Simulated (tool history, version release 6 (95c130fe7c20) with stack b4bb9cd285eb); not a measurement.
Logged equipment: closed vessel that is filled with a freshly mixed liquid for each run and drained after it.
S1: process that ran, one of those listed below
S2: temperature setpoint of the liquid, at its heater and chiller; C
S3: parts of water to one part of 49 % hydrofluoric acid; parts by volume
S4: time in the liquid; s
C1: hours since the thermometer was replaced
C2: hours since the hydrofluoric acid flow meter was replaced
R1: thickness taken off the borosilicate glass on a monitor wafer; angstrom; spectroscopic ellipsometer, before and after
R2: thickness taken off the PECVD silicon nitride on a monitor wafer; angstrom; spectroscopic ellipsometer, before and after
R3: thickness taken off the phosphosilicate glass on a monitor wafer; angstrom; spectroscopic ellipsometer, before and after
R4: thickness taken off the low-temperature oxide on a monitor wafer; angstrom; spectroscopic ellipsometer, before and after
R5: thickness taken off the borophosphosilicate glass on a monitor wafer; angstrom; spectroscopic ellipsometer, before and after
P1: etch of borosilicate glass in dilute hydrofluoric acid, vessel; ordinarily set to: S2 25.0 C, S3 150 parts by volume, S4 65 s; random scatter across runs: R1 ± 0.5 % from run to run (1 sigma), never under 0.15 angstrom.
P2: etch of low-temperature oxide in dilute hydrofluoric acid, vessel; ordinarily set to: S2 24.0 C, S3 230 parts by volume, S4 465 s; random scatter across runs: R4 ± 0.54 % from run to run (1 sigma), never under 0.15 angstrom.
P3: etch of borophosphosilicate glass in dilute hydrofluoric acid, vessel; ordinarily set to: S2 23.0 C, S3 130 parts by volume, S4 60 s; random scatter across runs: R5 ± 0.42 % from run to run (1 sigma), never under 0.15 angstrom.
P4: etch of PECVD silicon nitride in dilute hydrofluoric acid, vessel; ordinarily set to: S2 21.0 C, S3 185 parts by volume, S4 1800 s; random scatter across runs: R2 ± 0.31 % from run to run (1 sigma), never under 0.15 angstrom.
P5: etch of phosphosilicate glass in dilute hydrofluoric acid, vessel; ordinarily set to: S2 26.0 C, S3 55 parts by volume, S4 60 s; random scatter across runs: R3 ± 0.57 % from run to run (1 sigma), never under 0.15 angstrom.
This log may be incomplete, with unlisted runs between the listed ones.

| run | hour | S1 | S2 | S3 | S4 | C1 | C2 | R1 | R2 | R3 | R4 | R5 |
|---|---|---|---|---|---|---|---|---|---|---|---|---|
| 1 | 6.4 | P1 | 25.0 | 150 | 65 | 470.1 | 1263.8 | 155.670 |  |  |  |  |
| 2 | 14.5 | P1 | 25.0 | 150 | 125 | 478.2 | 1271.9 | 299.240 |  |  |  |  |
| 3 | 21.9 | P4 | 21.0 | 185 | 1800 | 485.6 | 1279.3 |  | 140.670 |  |  |  |
| 4 | 32.7 | P5 | 26.0 | 95 | 60 | 496.4 | 1290.1 |  |  | 445.90 |  |  |
| 5 | 41.1 | P1 | 25.0 | 150 | 30 | 504.8 | 1298.5 | 72.289 |  |  |  |  |
| 6 | 49.8 | P4 | 21.0 | 185 | 715 | 513.5 | 1307.2 |  | 56.523 |  |  |  |
| 7 | 59.7 | P5 | 19.0 | 55 | 60 | 523.4 | 1317.1 |  |  | 611.59 |  |  |
| 8 | 71.3 | P1 | 21.0 | 45 | 65 | 535.0 | 1328.7 | 501.730 |  |  |  |  |
|  | 80.1 | hydrofluoric acid flow meter replaced |
| 9 | 84.3 | P5 | 26.0 | 55 | 60 | 548.0 | 4.3 |  |  | 826.52 |  |  |
| 10 | 92.2 | P2 | 17.0 | 230 | 465 | 555.9 | 12.2 |  |  |  | 340.62 |  |
| 11 | 102.7 | P4 | 26.0 | 185 | 1800 | 566.4 | 22.7 |  | 195.320 |  |  |  |
| 12 | 115.9 | P1 | 25.0 | 150 | 65 | 579.6 | 35.9 | 157.250 |  |  |  |  |
| 13 | 129.1 | P2 | 24.0 | 230 | 465 | 592.8 | 49.1 |  |  |  | 436.75 |  |
| 14 | 137.8 | P1 | 25.0 | 150 | 65 | 601.5 | 57.8 | 154.940 |  |  |  |  |
| 15 | 147.4 | P1 | 25.0 | 235 | 65 | 611.1 | 67.4 | 91.018 |  |  |  |  |
| 16 | 157.0 | P4 | 21.0 | 270 | 1800 | 620.7 | 77.0 |  | 97.508 |  |  |  |
| 17 | 167.0 | P3 | 23.0 | 50 | 60 | 630.7 | 87.0 |  |  |  |  | 350.540 |
| 18 | 179.7 | P1 | 18.5 | 150 | 65 | 643.4 | 99.7 | 120.500 |  |  |  |  |
| 19 | 186.0 | P2 | 24.0 | 70 | 465 | 649.7 | 106.0 |  |  |  | 1740.70 |  |
| 20 | 196.7 | P5 | 26.0 | 55 | 95 | 660.4 | 116.7 |  |  | 1287.30 |  |  |
| 21 | 203.6 | P3 | 17.5 | 130 | 60 | 667.3 | 123.6 |  |  |  |  | 98.105 |
| 22 | 212.6 | P1 | 29.0 | 150 | 65 | 676.3 | 132.6 | 181.180 |  |  |  |  |
| 23 | 221.6 | P3 | 23.0 | 130 | 90 | 685.3 | 141.6 |  |  |  |  | 182.870 |
| 24 | 229.1 | P1 | 25.0 | 150 | 65 | 692.8 | 149.1 | 155.890 |  |  |  |  |
| 25 | 242.6 | P1 | 25.0 | 70 | 65 | 706.3 | 162.6 | 368.620 |  |  |  |  |
| 26 | 253.8 | P3 | 23.0 | 130 | 60 | 717.5 | 173.8 |  |  |  |  | 121.800 |
| 27 | 266.2 | P1 | 25.0 | 150 | 65 | 729.9 | 186.2 | 154.650 |  |  |  |  |
| 28 | 275.3 | P3 | 23.0 | 130 | 60 | 739.0 | 195.3 |  |  |  |  | 121.200 |
| 29 | 287.5 | P1 | 25.0 | 150 | 65 | 751.2 | 207.5 | 155.520 |  |  |  |  |
| 30 | 293.3 | P2 | 24.0 | 230 | 930 | 757.0 | 213.3 |  |  |  | 884.83 |  |
| 31 | 302.1 | P1 | 25.0 | 150 | 65 | 765.8 | 222.1 | 157.700 |  |  |  |  |
| 32 | 308.4 | P1 | 25.0 | 150 | 65 | 772.1 | 228.4 | 160.980 |  |  |  |  |
| 33 | 315.9 | P1 | 25.0 | 150 | 65 | 779.6 | 235.9 | 162.460 |  |  |  |  |
| 34 | 327.3 | P1 | 25.0 | 150 | 65 | 791.0 | 247.3 | 165.340 |  |  |  |  |
| 35 | 340.6 | P1 | 25.0 | 150 | 65 | 804.3 | 260.6 | 167.140 |  |  |  |  |
| 36 | 350.2 | P1 | 25.0 | 150 | 65 | 813.9 | 270.2 | 167.170 |  |  |  |  |
| 37 | 363.5 | P1 | 25.0 | 150 | 65 | 827.2 | 283.5 | 169.780 |  |  |  |  |
| 38 | 374.7 | P1 | 25.0 | 150 | 65 | 838.4 | 294.7 | 168.900 |  |  |  |  |
| 39 | 384.1 | P1 | 25.0 | 150 | 65 | 847.8 | 304.1 | 170.340 |  |  |  |  |
| 40 | 396.3 | P1 | 25.0 | 150 | 65 | 860.0 | 316.3 | 169.610 |  |  |  |  |

The output of P1 has drifted from where it used to be. Each of the 2 causes below, taken at the size shown beside it, accounts for the log equally well:
A: hydrofluoric acid flow above the setpoint (%) = 7.66
B: liquid hotter than its thermometer reads (K) = 2.31
The creep began at about hour 302.1.

Listed below are the offered check runs, one wafer per run, with question marks in place of results. For which of them would the causes give clearly different outcomes?
| check 1 | 408.5 | P2 | 24.0 | 230 | 465 |  |  |  |  |  | ? |  |
| check 2 | 408.5 | P3 | 23.0 | 130 | 60 |  |  |  |  |  |  | ? |
| check 3 | 408.5 | P4 | 21.0 | 185 | 1800 |  |  |  | ? |  |  |  |
| check 4 | 408.5 | P5 | 26.0 | 55 | 60 |  |  |  |  | ? |  |  |

Check results expected under each cause:
| check | result | if A | if B |
|---|---|---|---|
| check 1 | R4 | 481.02 | 477.03 |
| check 2 | R5 | 132.350 | 133.010 |
| check 3 | R2 | 151.650 | 163.850 |
| check 4 | R3 | 886.53 | 898.26 |
Per check, the gap between the least separated pair of causes, taken in the result that splits them most: check 1 0.83 %; check 2 0.49 %; check 3 7.74 %; check 4 1.31 %
Check 3 is the one run that separates the causes; every other check would come out nearly the same whichever cause is at work.

Check 3 has now been run. It gave: R2 151.200 angstrom. Which of the candidate causes is it?

The cause is A: hydrofluoric acid flow above the setpoint (%).
